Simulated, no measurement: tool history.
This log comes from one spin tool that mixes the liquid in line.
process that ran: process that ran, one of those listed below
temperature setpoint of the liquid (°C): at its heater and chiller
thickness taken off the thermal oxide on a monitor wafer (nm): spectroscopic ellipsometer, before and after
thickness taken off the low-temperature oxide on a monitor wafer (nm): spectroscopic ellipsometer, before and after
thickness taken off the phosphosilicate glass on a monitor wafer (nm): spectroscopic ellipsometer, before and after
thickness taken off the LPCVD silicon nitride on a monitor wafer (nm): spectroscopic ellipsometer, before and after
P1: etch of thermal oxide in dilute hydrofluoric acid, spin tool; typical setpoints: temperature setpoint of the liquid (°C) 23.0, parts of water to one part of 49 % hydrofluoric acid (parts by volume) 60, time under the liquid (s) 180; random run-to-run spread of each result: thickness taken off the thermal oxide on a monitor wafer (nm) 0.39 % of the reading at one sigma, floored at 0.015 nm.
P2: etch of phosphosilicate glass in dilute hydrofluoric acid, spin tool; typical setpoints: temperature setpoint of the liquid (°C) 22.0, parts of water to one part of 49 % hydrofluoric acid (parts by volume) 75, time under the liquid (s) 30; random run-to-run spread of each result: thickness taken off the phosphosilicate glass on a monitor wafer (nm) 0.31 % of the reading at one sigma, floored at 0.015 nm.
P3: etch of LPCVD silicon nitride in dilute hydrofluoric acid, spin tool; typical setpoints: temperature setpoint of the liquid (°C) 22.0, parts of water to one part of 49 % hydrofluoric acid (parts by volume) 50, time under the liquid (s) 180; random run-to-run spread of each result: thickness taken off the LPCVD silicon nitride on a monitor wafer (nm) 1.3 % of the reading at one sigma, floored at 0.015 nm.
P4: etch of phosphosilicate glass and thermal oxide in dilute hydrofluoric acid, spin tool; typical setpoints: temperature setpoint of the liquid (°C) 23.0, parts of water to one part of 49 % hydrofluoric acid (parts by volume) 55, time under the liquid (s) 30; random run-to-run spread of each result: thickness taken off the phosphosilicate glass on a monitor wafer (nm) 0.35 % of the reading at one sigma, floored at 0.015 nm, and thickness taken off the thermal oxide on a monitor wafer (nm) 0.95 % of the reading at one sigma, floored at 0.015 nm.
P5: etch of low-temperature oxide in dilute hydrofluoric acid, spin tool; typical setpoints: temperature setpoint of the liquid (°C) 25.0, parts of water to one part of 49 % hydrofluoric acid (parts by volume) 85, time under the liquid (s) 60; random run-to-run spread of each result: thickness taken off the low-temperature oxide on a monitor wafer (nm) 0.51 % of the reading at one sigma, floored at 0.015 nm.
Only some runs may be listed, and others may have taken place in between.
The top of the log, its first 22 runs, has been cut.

| run | day | process that ran | temperature setpoint of the liquid (°C) | parts of water to one part of 49 % hydrofluoric acid (parts by volume) | time under the liquid (s) | hours since the thermometer was replaced | hours since the hydrofluoric acid flow meter was replaced | thickness taken off the thermal oxide on a monitor wafer (nm) | thickness taken off the low-temperature oxide on a monitor wafer (nm) | thickness taken off the phosphosilicate glass on a monitor wafer (nm) | thickness taken off the LPCVD silicon nitride on a monitor wafer (nm) |
|---|---|---|---|---|---|---|---|---|---|---|---|
| 23 | 6.296 | P2 | 22.0 | 75 | 30 | 56.3 | 1052.2 |  |  | 22.929 |  |
| 24 | 6.642 | P4 | 23.0 | 55 | 30 | 64.6 | 1060.5 | 2.6066 |  | 110.450 |  |
| 25 | 6.942 | P4 | 27.0 | 55 | 30 | 71.8 | 1067.7 | 3.0596 |  | 129.730 |  |
| 26 | 7.258 | P1 | 23.0 | 60 | 180 | 79.4 | 1075.3 | 14.6210 |  |  |  |
| 27 | 7.658 | P1 | 23.0 | 100 | 180 | 89.0 | 1084.9 | 8.2737 |  |  |  |
| 28 | 7.858 | P3 | 22.0 | 50 | 345 | 93.8 | 1089.7 |  |  |  | 3.3802 |
| 29 | 8.117 | P1 | 23.0 | 60 | 180 | 100.0 | 1095.9 | 14.5160 |  |  |  |
| 30 | 8.358 | P4 | 23.0 | 20 | 30 | 105.8 | 1101.7 | 7.5395 |  | 317.640 |  |
| 31 | 8.608 | P3 | 17.0 | 50 | 180 | 111.8 | 1107.7 |  |  |  | 1.2666 |
| 32 | 8.921 | P1 | 23.0 | 60 | 180 | 119.3 | 1115.2 | 14.5120 |  |  |  |

Predict the results of run 33:
| 33 | 9.288 | P1 | 23.0 | 60 | 180 | 128.1 | 1124.0 | ? |  |  |  |

thickness taken off the thermal oxide on a monitor wafer (nm): 14.8820
